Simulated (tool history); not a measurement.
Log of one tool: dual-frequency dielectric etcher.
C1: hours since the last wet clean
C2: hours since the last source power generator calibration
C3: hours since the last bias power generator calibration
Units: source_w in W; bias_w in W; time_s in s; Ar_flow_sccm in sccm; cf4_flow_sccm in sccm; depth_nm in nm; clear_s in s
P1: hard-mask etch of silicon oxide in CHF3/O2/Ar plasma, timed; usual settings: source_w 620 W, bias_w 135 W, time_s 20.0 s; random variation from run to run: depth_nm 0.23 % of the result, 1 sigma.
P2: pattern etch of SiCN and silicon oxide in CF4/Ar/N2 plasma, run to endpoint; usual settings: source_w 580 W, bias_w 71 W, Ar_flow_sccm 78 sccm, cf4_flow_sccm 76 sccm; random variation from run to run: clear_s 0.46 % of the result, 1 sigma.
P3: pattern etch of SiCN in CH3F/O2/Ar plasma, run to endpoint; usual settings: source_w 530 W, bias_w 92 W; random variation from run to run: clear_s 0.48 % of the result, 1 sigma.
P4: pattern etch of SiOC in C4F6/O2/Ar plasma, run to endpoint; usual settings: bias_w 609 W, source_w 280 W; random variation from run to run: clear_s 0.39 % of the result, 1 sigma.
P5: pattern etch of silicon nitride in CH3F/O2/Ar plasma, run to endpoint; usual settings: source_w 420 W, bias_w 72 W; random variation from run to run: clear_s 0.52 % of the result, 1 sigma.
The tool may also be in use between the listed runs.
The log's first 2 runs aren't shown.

Run 3, hour 13.3: process P3, source_w 530 W, bias_w 92 W; C1 368.7; C2 624.7; C3 3833.2. Result: clear_s 18.914 s.
Run 4, hour 17.9: process P2, source_w 580 W, bias_w 43 W, Ar_flow_sccm 78 sccm, cf4_flow_sccm 76 sccm; C1 373.3; C2 629.3; C3 3837.8. Result: clear_s 16.347 s.
Run 5, hour 23.4: process P1, source_w 620 W, bias_w 135 W, time_s 11.0 s; C1 378.8; C2 634.8; C3 3843.3. Result: depth_nm 20.334 nm.
Run 6, hour 28.3: process P1, source_w 860 W, bias_w 135 W, time_s 20.0 s; C1 383.7; C2 639.7; C3 3848.2. Result: depth_nm 42.411 nm.
Run 7, hour 31.7: process P5, source_w 420 W, bias_w 101 W; C1 387.1; C2 643.1; C3 3851.6. Result: clear_s 35.781 s.
Run 8, hour 37.5: process P1, source_w 380 W, bias_w 111 W, time_s 20.0 s; C1 392.9; C2 648.9; C3 3857.4. Result: depth_nm 28.819 nm.
Run 9, hour 40.3: process P4, source_w 280 W, bias_w 609 W; C1 395.7; C2 651.7; C3 3860.2. Result: clear_s 17.161 s.
Run 10, hour 45.5: process P5, source_w 420 W, bias_w 72 W; C1 400.9; C2 656.9; C3 3865.4. Result: clear_s 40.407 s.
Run 11, hour 49.6: process P1, source_w 620 W, bias_w 106 W, time_s 20.0 s; C1 405.0; C2 661.0; C3 3869.5. Result: depth_nm 34.457 nm.
Run 12, hour 55.6: process P3, source_w 530 W, bias_w 92 W; C1 411.0; C2 667.0; C3 3875.5. Result: clear_s 18.830 s.
Run 13, hour 59.9: process P1, source_w 620 W, bias_w 135 W, time_s 26.5 s; C1 415.3; C2 671.3; C3 3879.8. Result: depth_nm 49.239 nm.
Run 14, hour 66.1: process P1, source_w 620 W, bias_w 135 W, time_s 20.0 s; C1 421.5; C2 677.5; C3 3886.0. Result: depth_nm 37.095 nm.
Run 15, hour 70.6: process P1, source_w 620 W, bias_w 164 W, time_s 20.0 s; C1 426.0; C2 682.0; C3 3890.5. Result: depth_nm 39.571 nm.
Run 16, hour 74.4: process P2, source_w 580 W, bias_w 71 W, Ar_flow_sccm 78 sccm, cf4_flow_sccm 76 sccm; C1 429.8; C2 685.8; C3 3894.3. Result: clear_s 14.205 s.
Run 17, hour 78.5: process P4, source_w 280 W, bias_w 465 W; C1 433.9; C2 689.9; C3 3898.4. Result: clear_s 18.936 s.
Run 18, hour 81.8: process P2, source_w 390 W, bias_w 71 W, Ar_flow_sccm 78 sccm, cf4_flow_sccm 76 sccm; C1 437.2; C2 693.2; C3 3901.7. Result: clear_s 19.929 s.

Run 19 comes next. What will it give?
Run 19, hour 87.6: process P3, source_w 330 W, bias_w 92 W; C1 443.0; C2 699.0; C3 3907.5. Result: clear_s ?.

Run 19 gave clear_s 22.696 s.
